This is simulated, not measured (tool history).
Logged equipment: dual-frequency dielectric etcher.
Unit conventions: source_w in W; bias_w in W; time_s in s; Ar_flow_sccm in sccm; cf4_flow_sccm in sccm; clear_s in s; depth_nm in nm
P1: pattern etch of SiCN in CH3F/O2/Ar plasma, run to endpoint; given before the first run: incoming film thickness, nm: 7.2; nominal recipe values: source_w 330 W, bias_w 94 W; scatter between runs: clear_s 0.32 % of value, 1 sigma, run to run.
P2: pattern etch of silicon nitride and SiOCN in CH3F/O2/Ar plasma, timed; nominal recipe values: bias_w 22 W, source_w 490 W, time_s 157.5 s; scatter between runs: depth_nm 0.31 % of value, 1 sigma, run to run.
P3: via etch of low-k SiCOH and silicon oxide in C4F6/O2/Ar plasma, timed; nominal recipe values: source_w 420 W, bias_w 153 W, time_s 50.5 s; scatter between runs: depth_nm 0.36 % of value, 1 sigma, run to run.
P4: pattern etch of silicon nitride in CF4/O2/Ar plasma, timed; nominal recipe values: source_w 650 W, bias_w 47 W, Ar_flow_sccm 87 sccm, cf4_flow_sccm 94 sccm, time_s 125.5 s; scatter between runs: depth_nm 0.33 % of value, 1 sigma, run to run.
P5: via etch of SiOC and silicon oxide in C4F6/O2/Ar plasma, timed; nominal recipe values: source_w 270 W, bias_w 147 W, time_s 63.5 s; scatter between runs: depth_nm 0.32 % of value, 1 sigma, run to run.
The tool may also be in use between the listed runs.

run,hour,process,source_w,bias_w,time_s,Ar_flow_sccm,cf4_flow_sccm,hours since the last wet clean,hours since the last source power generator calibration,hours since the last bias power generator calibration,clear_s,depth_nm
1,8.6,P1,330,94,,,,210.5,374.7,413.1,19.376,
2,25.4,P2,490,22,157.5,,,227.3,391.5,429.9,,22.593
3,38.3,P5,270,147,77.5,,,240.2,404.4,442.8,,70.296
4,54.3,P2,640,22,157.5,,,256.2,420.4,458.8,,24.612
5,63.1,P4,650,33,125.5,87,94,265,429.2,467.6,,252.07
6,71.3,P4,650,47,125.5,87,94,273.2,437.4,475.8,,286.55
7,84,P1,330,94,,,,285.9,450.1,488.5,19.254,
8,99.2,P5,270,190,63.5,,,301.1,465.3,503.7,,62.979
9,108,P5,160,147,63.5,,,309.9,474.1,512.5,,47.092
10,118.9,P4,650,47,125.5,87,130,320.8,485,523.4,,295.84
11,129.2,P2,490,22,228.5,,,331.1,495.3,533.7,,32.653
12,143.6,P1,410,94,,,,345.5,509.7,548.1,17.848,
13,154.8,P1,260,94,,,,356.7,520.9,559.3,21.135,
# hour 161.5: bias power generator calibrated
14,165.7,P1,280,119,,,,367.6,531.8,4.2,18.84,
15,178.1,P5,270,147,63.5,,,380,544.2,16.6,,57.633
16,188.5,P4,650,47,125.5,105,94,390.4,554.6,27,,276.23
17,197.3,P4,800,47,125.5,87,94,399.2,563.4,35.8,,340.61
18,213.1,P4,650,47,162,87,94,415,579.2,51.6,,364.54
19,230.1,P1,330,94,,,,432,596.2,68.6,19.229,
20,238.4,P4,650,47,125.5,87,94,440.3,604.5,76.9,,284.1
21,246.3,P2,490,29,157.5,,,448.2,612.4,84.8,,25.363
22,258.8,P1,330,94,,,,460.7,624.9,97.3,19.357,
23,273.2,P3,420,153,50.5,,,475.1,639.3,111.7,,117.41
24,281.2,P3,420,91,50.5,,,483.1,647.3,119.7,,100.05
25,290.5,P3,540,153,50.5,,,492.4,656.6,129,,129.86
26,304.2,P1,330,94,,,,506.1,670.3,142.7,19.349,
27,313.4,P1,330,127,,,,515.3,679.5,151.9,17.212,
28,325.2,P1,330,57,,,,527.1,691.3,163.7,23.096,
29,335.7,P3,420,153,32.5,,,537.6,701.8,174.2,,75.133
30,344.8,P1,330,94,,,,546.7,710.9,183.3,19.361,
31,354.9,P1,330,94,,,,556.8,721,193.4,19.52,
32,366.4,P1,330,94,,,,568.3,732.5,204.9,19.561,

Run 33 comes next. What will it give?
33,377.4,P1,330,94,,,,579.3,743.5,215.9,?,

{"run 33": {"clear_s": 19.617}}
